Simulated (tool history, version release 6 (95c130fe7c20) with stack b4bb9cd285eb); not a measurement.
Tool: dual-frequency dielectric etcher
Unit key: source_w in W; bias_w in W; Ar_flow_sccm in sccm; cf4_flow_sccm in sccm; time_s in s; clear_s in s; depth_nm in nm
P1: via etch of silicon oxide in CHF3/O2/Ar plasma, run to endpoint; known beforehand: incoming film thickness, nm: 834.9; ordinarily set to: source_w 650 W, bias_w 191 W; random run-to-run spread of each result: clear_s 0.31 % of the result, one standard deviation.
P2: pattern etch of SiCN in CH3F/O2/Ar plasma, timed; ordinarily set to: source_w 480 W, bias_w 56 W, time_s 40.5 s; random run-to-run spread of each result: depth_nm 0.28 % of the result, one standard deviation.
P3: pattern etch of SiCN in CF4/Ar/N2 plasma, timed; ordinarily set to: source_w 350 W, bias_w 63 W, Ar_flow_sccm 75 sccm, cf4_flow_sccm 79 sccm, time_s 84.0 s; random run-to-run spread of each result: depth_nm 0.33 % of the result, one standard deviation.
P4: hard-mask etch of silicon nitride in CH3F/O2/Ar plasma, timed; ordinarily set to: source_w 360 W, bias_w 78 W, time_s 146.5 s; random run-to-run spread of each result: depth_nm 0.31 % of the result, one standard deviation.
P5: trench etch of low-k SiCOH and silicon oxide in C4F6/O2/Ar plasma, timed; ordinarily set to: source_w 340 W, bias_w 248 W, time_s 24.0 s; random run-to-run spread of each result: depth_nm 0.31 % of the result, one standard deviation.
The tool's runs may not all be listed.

run,hour,process,source_w,bias_w,Ar_flow_sccm,cf4_flow_sccm,time_s,hours since the last wet clean,hours since the last source power generator calibration,hours since the last bias power generator calibration,clear_s,depth_nm
1,7.2,P1,650,191,,,,248.7,442.3,1326.1,402.02,
2,14.8,P3,350,63,75,79,84.0,256.3,449.9,1333.7,,59.5070
3,21.6,P5,340,153,,,24.0,263.1,456.7,1340.5,,69.1210
4,29.3,P3,350,63,75,103,84.0,270.8,464.4,1348.2,,61.1290
5,35.2,P1,650,125,,,,276.7,470.3,1354.1,461.48,
6,44.6,P1,650,191,,,,286.1,479.7,1363.5,404.29,
7,54.4,P3,350,63,75,79,56.0,295.9,489.5,1373.3,,39.7190
8,62.6,P1,540,125,,,,304.1,497.7,1381.5,497.15,
9,73.0,P1,500,134,,,,314.5,508.1,1391.9,501.10,
10,83.1,P1,400,191,,,,324.6,518.2,1402.0,487.68,
11,90.2,P5,270,248,,,24.0,331.7,525.3,1409.1,,74.1260
12,101.3,P4,360,54,,,146.5,342.8,536.4,1420.2,,89.1400
13,112.9,P4,360,78,,,146.5,354.4,548.0,1431.8,,101.4500
14,120.0,P1,860,229,,,,361.5,555.1,1438.9,342.80,
15,125.5,P2,650,56,,,40.5,367.0,560.6,1444.4,,17.2700
16,130.7,P1,650,191,,,,372.2,565.8,1449.6,404.17,
17,138.0,P2,480,38,,,40.5,379.5,573.1,1456.9,,13.6270
18,146.1,P1,650,191,,,,387.6,581.2,1465.0,403.08,
19,154.7,P5,340,248,,,24.0,396.2,589.8,1473.6,,80.8110
20,163.6,P4,360,78,,,179.5,405.1,598.7,1482.5,,123.4800
21,168.8,P3,350,47,75,79,84.0,410.3,603.9,1487.7,,54.2100
22,179.6,P4,360,78,,,146.5,421.1,614.7,1498.5,,101.0300
23,186.2,P3,350,63,44,79,84.0,427.7,621.3,1505.1,,63.1650
24,198.0,P5,340,248,,,24.0,439.5,633.1,1516.9,,80.6840
25,206.8,P3,350,63,75,79,84.0,448.3,641.9,1525.7,,59.5800
26,213.4,P1,650,245,,,,454.9,648.5,1532.3,369.22,
27,222.1,P2,480,56,,,22.5,463.6,657.2,1541.0,,8.5451
28,229.8,P3,490,63,75,79,84.0,471.3,664.9,1548.7,,80.3470
29,241.2,P1,880,191,,,,482.7,676.3,1560.1,359.92,
30,248.3,P2,480,56,,,40.5,489.8,683.4,1567.2,,15.3240
31,255.3,P4,270,78,,,146.5,496.8,690.4,1574.2,,90.9300
32,262.8,P5,340,248,,,16.5,504.3,697.9,1581.7,,55.5940

Estimate the outcome of run 33 from the log above:
33,272.1,P1,650,191,,,,513.6,707.2,1591.0,?,

{"run 33": {"clear_s": 403.19}}

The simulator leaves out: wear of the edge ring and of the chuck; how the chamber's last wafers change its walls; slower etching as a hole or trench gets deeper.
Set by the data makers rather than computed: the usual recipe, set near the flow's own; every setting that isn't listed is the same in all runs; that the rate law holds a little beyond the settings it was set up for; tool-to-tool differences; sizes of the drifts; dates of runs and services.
